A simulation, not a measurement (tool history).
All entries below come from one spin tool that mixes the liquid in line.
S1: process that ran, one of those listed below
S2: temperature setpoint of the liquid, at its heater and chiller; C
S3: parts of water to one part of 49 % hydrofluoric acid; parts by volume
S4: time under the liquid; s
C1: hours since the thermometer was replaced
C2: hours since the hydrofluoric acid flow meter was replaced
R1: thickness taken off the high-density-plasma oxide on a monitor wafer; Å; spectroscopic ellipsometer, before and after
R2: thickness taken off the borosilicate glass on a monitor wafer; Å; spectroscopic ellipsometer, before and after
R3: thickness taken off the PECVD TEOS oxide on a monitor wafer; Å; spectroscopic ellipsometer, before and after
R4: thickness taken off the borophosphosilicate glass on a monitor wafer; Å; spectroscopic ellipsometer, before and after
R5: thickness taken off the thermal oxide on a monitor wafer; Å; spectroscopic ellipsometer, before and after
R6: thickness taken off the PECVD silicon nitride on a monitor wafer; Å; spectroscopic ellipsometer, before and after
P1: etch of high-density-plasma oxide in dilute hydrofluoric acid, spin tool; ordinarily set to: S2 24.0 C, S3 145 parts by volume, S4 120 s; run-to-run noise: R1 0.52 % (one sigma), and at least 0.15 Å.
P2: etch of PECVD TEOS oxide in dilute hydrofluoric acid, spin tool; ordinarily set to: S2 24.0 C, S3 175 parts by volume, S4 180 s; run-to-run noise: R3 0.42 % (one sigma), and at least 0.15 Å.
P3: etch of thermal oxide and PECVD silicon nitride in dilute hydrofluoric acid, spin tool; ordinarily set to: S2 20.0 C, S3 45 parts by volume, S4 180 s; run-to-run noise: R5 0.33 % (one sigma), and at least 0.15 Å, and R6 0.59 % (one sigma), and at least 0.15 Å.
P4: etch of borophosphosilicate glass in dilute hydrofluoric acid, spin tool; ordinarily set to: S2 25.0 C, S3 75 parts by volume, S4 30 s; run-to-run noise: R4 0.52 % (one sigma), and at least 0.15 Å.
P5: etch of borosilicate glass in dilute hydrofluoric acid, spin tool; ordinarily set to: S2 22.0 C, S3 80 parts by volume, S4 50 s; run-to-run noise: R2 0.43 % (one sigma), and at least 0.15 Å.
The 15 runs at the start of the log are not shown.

{"run": 16, "hour": 140.7, "S1": "P4", "S2": 25.0, "S3": 75, "S4": 60, "C1": 913.2, "C2": 95.0, "R4": 538.95}
{"run": 17, "hour": 147.9, "S1": "P3", "S2": 20.0, "S3": 45, "S4": 180, "C1": 920.4, "C2": 102.2, "R5": 172.17, "R6": 61.032}
{"run": 18, "hour": 158.0, "S1": "P1", "S2": 24.0, "S3": 145, "S4": 120, "C1": 930.5, "C2": 112.3, "R1": 39.747}
{"run": 19, "hour": 166.7, "S1": "P2", "S2": 24.0, "S3": 260, "S4": 180, "C1": 939.2, "C2": 121.0, "R3": 118.31}
{"run": 20, "hour": 177.2, "S1": "P5", "S2": 22.0, "S3": 80, "S4": 25, "C1": 949.7, "C2": 131.5, "R2": 80.393}
{"run": 21, "hour": 183.7, "S1": "P4", "S2": 25.0, "S3": 130, "S4": 30, "C1": 956.2, "C2": 138.0, "R4": 145.15}
{"run": 22, "hour": 193.7, "S1": "P1", "S2": 28.0, "S3": 50, "S4": 120, "C1": 966.2, "C2": 148.0, "R1": 153.82}
{"run": 23, "hour": 199.4, "S1": "P3", "S2": 28.0, "S3": 45, "S4": 180, "C1": 971.9, "C2": 153.7, "R5": 242.54, "R6": 105.84}
{"run": 24, "hour": 205.6, "S1": "P2", "S2": 24.0, "S3": 175, "S4": 25, "C1": 978.1, "C2": 159.9, "R3": 26.604}
{"run": 25, "hour": 215.6, "S1": "P3", "S2": 20.0, "S3": 30, "S4": 180, "C1": 988.1, "C2": 169.9, "R5": 263.42, "R6": 90.96}
{"run": 26, "hour": 222.4, "S1": "P1", "S2": 24.0, "S3": 145, "S4": 220, "C1": 994.9, "C2": 176.7, "R1": 73.943}

Predict the results of run 27:
{"run": 27, "hour": 230.6, "S1": "P5", "S2": 22.0, "S3": 80, "S4": 50, "C1": 1003.1, "C2": 184.9, "R2": "?"}

Run 27 came out at R2 162.050 Å.
